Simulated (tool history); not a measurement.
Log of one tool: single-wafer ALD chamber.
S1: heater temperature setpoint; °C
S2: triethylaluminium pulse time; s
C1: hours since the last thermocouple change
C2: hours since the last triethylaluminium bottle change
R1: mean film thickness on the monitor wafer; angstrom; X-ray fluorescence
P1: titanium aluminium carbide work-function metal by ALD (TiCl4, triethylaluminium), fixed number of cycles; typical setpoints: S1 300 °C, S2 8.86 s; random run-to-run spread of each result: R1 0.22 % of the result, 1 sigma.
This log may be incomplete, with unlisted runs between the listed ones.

{"run": 1, "hour": 13.4, "S1": 300, "S2": 8.86, "C1": 369.9, "C2": 539.3, "R1": 19.804}
{"run": 2, "hour": 20.5, "S1": 300, "S2": 12.32, "C1": 377.0, "C2": 546.4, "R1": 20.438}
{"run": 3, "hour": 27.6, "S1": 280, "S2": 4.3, "C1": 384.1, "C2": 553.5, "R1": 14.723}
{"run": 4, "hour": 41.6, "S1": 275, "S2": 8.86, "C1": 398.1, "C2": 567.5, "R1": 17.757}
{"run": 5, "hour": 51.3, "S1": 300, "S2": 8.86, "C1": 407.8, "C2": 577.2, "R1": 19.823}
{"run": 6, "hour": 60.6, "S1": 300, "S2": 3.83, "C1": 417.1, "C2": 586.5, "R1": 15.323}
{"run": 7, "hour": 69.8, "S1": 300, "S2": 8.86, "C1": 426.3, "C2": 595.7, "R1": 19.859}
{"run": 8, "hour": 81.4, "S1": 284, "S2": 13.27, "C1": 437.9, "C2": 607.3, "R1": 19.162}
{"run": 9, "hour": 91.2, "S1": 323, "S2": 8.86, "C1": 447.7, "C2": 617.1, "R1": 21.816}
{"run": 10, "hour": 102.9, "S1": 300, "S2": 8.86, "C1": 459.4, "C2": 628.8, "R1": 19.854}
{"run": 11, "hour": 112.8, "S1": 281, "S2": 5.49, "C1": 469.3, "C2": 638.7, "R1": 16.25}
{"run": 12, "hour": 121.6, "S1": 300, "S2": 8.86, "C1": 478.1, "C2": 647.5, "R1": 19.854}
{"run": 13, "hour": 131.3, "S1": 300, "S2": 8.86, "C1": 487.8, "C2": 657.2, "R1": 19.796}

Expected results for the next run?
{"run": 14, "hour": 139.7, "S1": 300, "S2": 8.86, "C1": 496.2, "C2": 665.6, "R1": "?"}

{"run 14": {"R1": 19.571}}
